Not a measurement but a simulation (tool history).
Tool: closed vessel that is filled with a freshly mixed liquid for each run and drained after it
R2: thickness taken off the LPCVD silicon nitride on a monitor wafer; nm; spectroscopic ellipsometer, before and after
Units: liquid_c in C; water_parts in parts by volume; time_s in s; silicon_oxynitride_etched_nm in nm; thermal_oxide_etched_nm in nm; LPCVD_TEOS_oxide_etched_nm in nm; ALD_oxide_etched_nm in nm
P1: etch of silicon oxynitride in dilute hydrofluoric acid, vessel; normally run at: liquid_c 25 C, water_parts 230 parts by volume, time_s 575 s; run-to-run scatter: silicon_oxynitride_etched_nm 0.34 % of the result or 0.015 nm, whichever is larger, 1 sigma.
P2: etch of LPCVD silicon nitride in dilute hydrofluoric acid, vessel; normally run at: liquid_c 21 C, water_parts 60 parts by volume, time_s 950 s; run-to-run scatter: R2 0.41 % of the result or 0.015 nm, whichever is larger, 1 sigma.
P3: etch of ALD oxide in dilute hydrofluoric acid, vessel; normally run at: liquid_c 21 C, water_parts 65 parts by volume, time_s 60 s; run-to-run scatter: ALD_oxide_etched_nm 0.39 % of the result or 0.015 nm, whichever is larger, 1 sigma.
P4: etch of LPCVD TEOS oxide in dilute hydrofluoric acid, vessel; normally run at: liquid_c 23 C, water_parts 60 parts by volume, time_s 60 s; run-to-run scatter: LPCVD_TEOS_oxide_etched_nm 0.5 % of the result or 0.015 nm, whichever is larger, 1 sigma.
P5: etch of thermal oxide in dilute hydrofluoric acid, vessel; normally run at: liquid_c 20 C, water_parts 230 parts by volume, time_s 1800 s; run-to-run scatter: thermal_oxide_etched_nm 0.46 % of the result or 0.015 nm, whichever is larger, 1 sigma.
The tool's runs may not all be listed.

{"run": 1, "day": 0.742, "process": "P1", "liquid_c": 25, "water_parts": 230, "time_s": 575, "silicon_oxynitride_etched_nm": 9.8958}
{"run": 2, "day": 1.225, "process": "P2", "liquid_c": 21, "water_parts": 100, "time_s": 950, "R2": 3.9344}
{"run": 3, "day": 1.733, "process": "P1", "liquid_c": 25, "water_parts": 230, "time_s": 575, "silicon_oxynitride_etched_nm": 10.016}
{"run": 4, "day": 2.296, "process": "P5", "liquid_c": 20, "water_parts": 35, "time_s": 1800, "thermal_oxide_etched_nm": 229.85}
{"run": 5, "day": 2.796, "process": "P1", "liquid_c": 25, "water_parts": 345, "time_s": 575, "silicon_oxynitride_etched_nm": 6.1428}
{"run": 6, "day": 3.35, "process": "P4", "liquid_c": 23, "water_parts": 60, "time_s": 110, "LPCVD_TEOS_oxide_etched_nm": 37.369}
{"run": 7, "day": 3.688, "process": "P1", "liquid_c": 25, "water_parts": 230, "time_s": 1100, "silicon_oxynitride_etched_nm": 18.946}
{"run": 8, "day": 4.121, "process": "P3", "liquid_c": 21, "water_parts": 65, "time_s": 110, "ALD_oxide_etched_nm": 47.514}
{"run": 9, "day": 4.492, "process": "P1", "liquid_c": 25, "water_parts": 65, "time_s": 575, "silicon_oxynitride_etched_nm": 40.181}
{"run": 10, "day": 4.858, "process": "P3", "liquid_c": 21, "water_parts": 110, "time_s": 60, "ALD_oxide_etched_nm": 14.536}
{"run": 11, "day": 5.271, "process": "P1", "liquid_c": 25, "water_parts": 55, "time_s": 185, "silicon_oxynitride_etched_nm": 15.446}
{"run": 12, "day": 5.688, "process": "P1", "liquid_c": 33.5, "water_parts": 230, "time_s": 575, "silicon_oxynitride_etched_nm": 14.139}
{"day": 5.946, "done": "thermometer replaced"}
{"run": 13, "day": 6.067, "process": "P3", "liquid_c": 21, "water_parts": 65, "time_s": 60, "ALD_oxide_etched_nm": 26.077}
{"run": 14, "day": 6.733, "process": "P5", "liquid_c": 25.5, "water_parts": 230, "time_s": 1800, "thermal_oxide_etched_nm": 34.639}
{"run": 15, "day": 7.346, "process": "P2", "liquid_c": 27, "water_parts": 60, "time_s": 950, "R2": 9.6625}
{"run": 16, "day": 7.942, "process": "P1", "liquid_c": 19.5, "water_parts": 400, "time_s": 575, "silicon_oxynitride_etched_nm": 4.0578}
{"run": 17, "day": 8.346, "process": "P2", "liquid_c": 21, "water_parts": 60, "time_s": 1590, "R2": 10.826}
{"run": 18, "day": 8.992, "process": "P1", "liquid_c": 19.5, "water_parts": 230, "time_s": 1000, "silicon_oxynitride_etched_nm": 13.523}
{"run": 19, "day": 9.412, "process": "P1", "liquid_c": 25, "water_parts": 230, "time_s": 575, "silicon_oxynitride_etched_nm": 9.885}
{"run": 20, "day": 10.104, "process": "P4", "liquid_c": 23, "water_parts": 20, "time_s": 60, "LPCVD_TEOS_oxide_etched_nm": 64.508}
{"run": 21, "day": 10.8, "process": "P3", "liquid_c": 29, "water_parts": 65, "time_s": 60, "ALD_oxide_etched_nm": 36.102}
{"run": 22, "day": 11.246, "process": "P1", "liquid_c": 25, "water_parts": 230, "time_s": 185, "silicon_oxynitride_etched_nm": 3.2193}
{"run": 23, "day": 11.975, "process": "P5", "liquid_c": 20, "water_parts": 230, "time_s": 600, "thermal_oxide_etched_nm": 9.4165}
{"run": 24, "day": 12.646, "process": "P4", "liquid_c": 23, "water_parts": 60, "time_s": 60, "LPCVD_TEOS_oxide_etched_nm": 20.337}
{"run": 25, "day": 13.125, "process": "P2", "liquid_c": 21, "water_parts": 60, "time_s": 950, "R2": 6.522}
{"run": 26, "day": 13.571, "process": "P4", "liquid_c": 17, "water_parts": 60, "time_s": 60, "LPCVD_TEOS_oxide_etched_nm": 15.834}
{"run": 27, "day": 13.983, "process": "P2", "liquid_c": 21, "water_parts": 60, "time_s": 950, "R2": 6.5447}
{"run": 28, "day": 14.712, "process": "P1", "liquid_c": 25, "water_parts": 230, "time_s": 575, "silicon_oxynitride_etched_nm": 9.9612}
{"run": 29, "day": 15.354, "process": "P5", "liquid_c": 20, "water_parts": 230, "time_s": 1800, "thermal_oxide_etched_nm": 28.316}
{"run": 30, "day": 16.029, "process": "P1", "liquid_c": 17.5, "water_parts": 230, "time_s": 575, "silicon_oxynitride_etched_nm": 7.0775}
{"run": 31, "day": 16.642, "process": "P1", "liquid_c": 25, "water_parts": 230, "time_s": 575, "silicon_oxynitride_etched_nm": 9.9231}
{"run": 32, "day": 17.342, "process": "P1", "liquid_c": 25, "water_parts": 230, "time_s": 575, "silicon_oxynitride_etched_nm": 10.275}
{"run": 33, "day": 18.008, "process": "P1", "liquid_c": 25, "water_parts": 230, "time_s": 575, "silicon_oxynitride_etched_nm": 10.56}
{"run": 34, "day": 18.471, "process": "P1", "liquid_c": 25, "water_parts": 230, "time_s": 575, "silicon_oxynitride_etched_nm": 10.595}
{"run": 35, "day": 19.204, "process": "P1", "liquid_c": 25, "water_parts": 230, "time_s": 575, "silicon_oxynitride_etched_nm": 10.701}
{"run": 36, "day": 19.608, "process": "P1", "liquid_c": 25, "water_parts": 230, "time_s": 575, "silicon_oxynitride_etched_nm": 10.739}
{"run": 37, "day": 20.138, "process": "P1", "liquid_c": 25, "water_parts": 230, "time_s": 575, "silicon_oxynitride_etched_nm": 10.799}
{"run": 38, "day": 20.879, "process": "P1", "liquid_c": 25, "water_parts": 230, "time_s": 575, "silicon_oxynitride_etched_nm": 10.813}
{"run": 39, "day": 21.429, "process": "P1", "liquid_c": 25, "water_parts": 230, "time_s": 575, "silicon_oxynitride_etched_nm": 10.872}
{"run": 40, "day": 21.854, "process": "P1", "liquid_c": 25, "water_parts": 230, "time_s": 575, "silicon_oxynitride_etched_nm": 10.844}
{"run": 41, "day": 22.283, "process": "P1", "liquid_c": 25, "water_parts": 230, "time_s": 575, "silicon_oxynitride_etched_nm": 10.88}
{"run": 42, "day": 22.958, "process": "P1", "liquid_c": 25, "water_parts": 230, "time_s": 575, "silicon_oxynitride_etched_nm": 10.842}

What P1 gives has crept away from where it was. These 2 causes fit the log equally well, each at the size given:
A: hydrofluoric acid flow above the setpoint (%) = 7.89
B: liquid hotter than its thermometer reads (K) = 2.07
The creep began at about day 16.642.

4 check runs are offered, one wafer each, their results left as question marks. Which one tells the causes apart?
{"run": "check 1", "day": 23.633, "process": "P4", "liquid_c": 23, "water_parts": 20, "time_s": 105, "LPCVD_TEOS_oxide_etched_nm": "?"}
{"run": "check 2", "day": 23.633, "process": "P5", "liquid_c": 20, "water_parts": 65, "time_s": 715, "thermal_oxide_etched_nm": "?"}
{"run": "check 3", "day": 23.633, "process": "P3", "liquid_c": 28.5, "water_parts": 65, "time_s": 60, "ALD_oxide_etched_nm": "?"}
{"run": "check 4", "day": 23.633, "process": "P2", "liquid_c": 24.5, "water_parts": 60, "time_s": 950, "R2": "?"}

What each check would give under each cause:
check=check_1 result=LPCVD_TEOS_oxide_etched_nm if_A=122.22 if_B=123.4
check=check_2 result=thermal_oxide_etched_nm if_A=51.293 if_B=51.539
check=check_3 result=ALD_oxide_etched_nm if_A=38.322 if_B=38.231
check=check_4 result=R2 if_A=8.8822 if_B=9.457
How far apart the two closest causes lie, in the result that separates them most: check 1 0.96 %; check 2 0.48 %; check 3 0.24 %; check 4 6.27 %
Check 4 tells the causes apart: in the others they would give nearly the same result.

Check 4 was then run and gave: R2 9.4399 nm. Which cause is it?

It is B: liquid hotter than its thermometer reads (K).
